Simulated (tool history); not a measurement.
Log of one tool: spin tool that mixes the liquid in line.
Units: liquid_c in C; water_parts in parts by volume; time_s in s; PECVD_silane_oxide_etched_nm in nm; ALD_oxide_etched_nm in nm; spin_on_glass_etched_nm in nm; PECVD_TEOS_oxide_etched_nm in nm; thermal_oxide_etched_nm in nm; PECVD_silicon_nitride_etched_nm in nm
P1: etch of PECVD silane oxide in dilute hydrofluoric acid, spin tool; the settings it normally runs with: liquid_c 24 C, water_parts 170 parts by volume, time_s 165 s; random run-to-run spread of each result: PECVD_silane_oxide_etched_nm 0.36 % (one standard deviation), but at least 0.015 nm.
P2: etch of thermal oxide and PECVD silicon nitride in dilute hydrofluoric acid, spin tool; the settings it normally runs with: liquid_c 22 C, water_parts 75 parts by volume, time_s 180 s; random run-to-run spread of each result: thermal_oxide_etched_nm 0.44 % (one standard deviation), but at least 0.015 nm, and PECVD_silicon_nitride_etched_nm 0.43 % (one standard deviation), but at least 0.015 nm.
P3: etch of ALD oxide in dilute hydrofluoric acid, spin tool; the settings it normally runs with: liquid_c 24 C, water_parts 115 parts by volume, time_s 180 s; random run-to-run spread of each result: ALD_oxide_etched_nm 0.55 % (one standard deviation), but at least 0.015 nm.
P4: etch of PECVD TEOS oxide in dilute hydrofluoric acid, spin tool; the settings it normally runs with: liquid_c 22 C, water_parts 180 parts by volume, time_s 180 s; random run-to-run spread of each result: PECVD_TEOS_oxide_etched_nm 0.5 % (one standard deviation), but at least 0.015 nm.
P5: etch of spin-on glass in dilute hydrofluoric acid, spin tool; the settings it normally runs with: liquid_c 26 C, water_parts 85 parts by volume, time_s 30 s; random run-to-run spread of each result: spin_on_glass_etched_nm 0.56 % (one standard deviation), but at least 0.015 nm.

run,hour,process,liquid_c,water_parts,time_s,hours since the thermometer was replaced,hours since the hydrofluoric acid flow meter was replaced,PECVD_silane_oxide_etched_nm,ALD_oxide_etched_nm,spin_on_glass_etched_nm,PECVD_TEOS_oxide_etched_nm,thermal_oxide_etched_nm,PECVD_silicon_nitride_etched_nm
1,18.8,P1,24,170,165,996.5,142.2,45.379,,,,,
2,29.7,P1,32,170,165,1007.4,153.1,60.678,,,,,
3,42.6,P3,24,115,290,1020.3,166,,40.497,,,,
4,57.2,P1,20,235,165,1034.9,180.6,26.275,,,,,
5,68.1,P5,26,85,60,1045.8,191.5,,,25.753,,,
6,79.8,P3,24,115,180,1057.5,203.2,,25.22,,,,
7,90.4,P1,24,285,165,1068.1,213.8,23.959,,,,,
8,107,P1,24,40,165,1084.7,230.4,226.93,,,,,
9,122.6,P4,30,180,180,1100.3,246,,,,22.663,,
10,141.8,P4,22,180,180,1119.5,265.2,,,,16.921,,
11,153.4,P2,22,75,180,1131.1,276.8,,,,,11.335,5.4701
12,169.7,P3,19.5,115,180,1147.4,293.1,,20.929,,,,
13,184,P1,19,170,165,1161.7,307.4,37.398,,,,,
14,199.3,P5,26,85,30,1177,322.7,,,12.917,,,
15,216.4,P1,24,170,165,1194.1,339.8,45.141,,,,,
16,227.2,P5,26,85,30,1204.9,350.6,,,12.822,,,
17,243.6,P2,30,75,180,1221.3,367,,,,,15.662,9.3286
# hour 248.4: hydrofluoric acid flow meter replaced
18,257.2,P1,24,170,165,1234.9,8.9,45.356,,,,,
19,266.4,P4,22,75,180,1244.1,18.1,,,,45.927,,
20,276.9,P2,22,75,180,1254.6,28.6,,,,,11.355,5.4876
21,285.7,P2,22,20,180,1263.4,37.4,,,,,45.831,19.721
22,304.7,P5,18,85,30,1282.4,56.4,,,9.289,,,
23,318.2,P1,24,170,165,1295.9,69.9,45.566,,,,,
24,329.3,P5,26,130,30,1307,81,,,7.8412,,,
25,342.1,P3,24,115,180,1319.8,93.8,,25.092,,,,
26,352.1,P4,22,180,180,1329.8,103.8,,,,16.783,,
27,362.5,P2,22,75,300,1340.2,114.2,,,,,18.993,9.0792
28,381.6,P4,22,180,285,1359.3,133.3,,,,26.948,,

Run 29 is up next; what results do you expect?
29,400,P1,19.5,170,35,1377.7,151.7,?,,,,,

PECVD_silane_oxide_etched_nm: 8.0982 nm
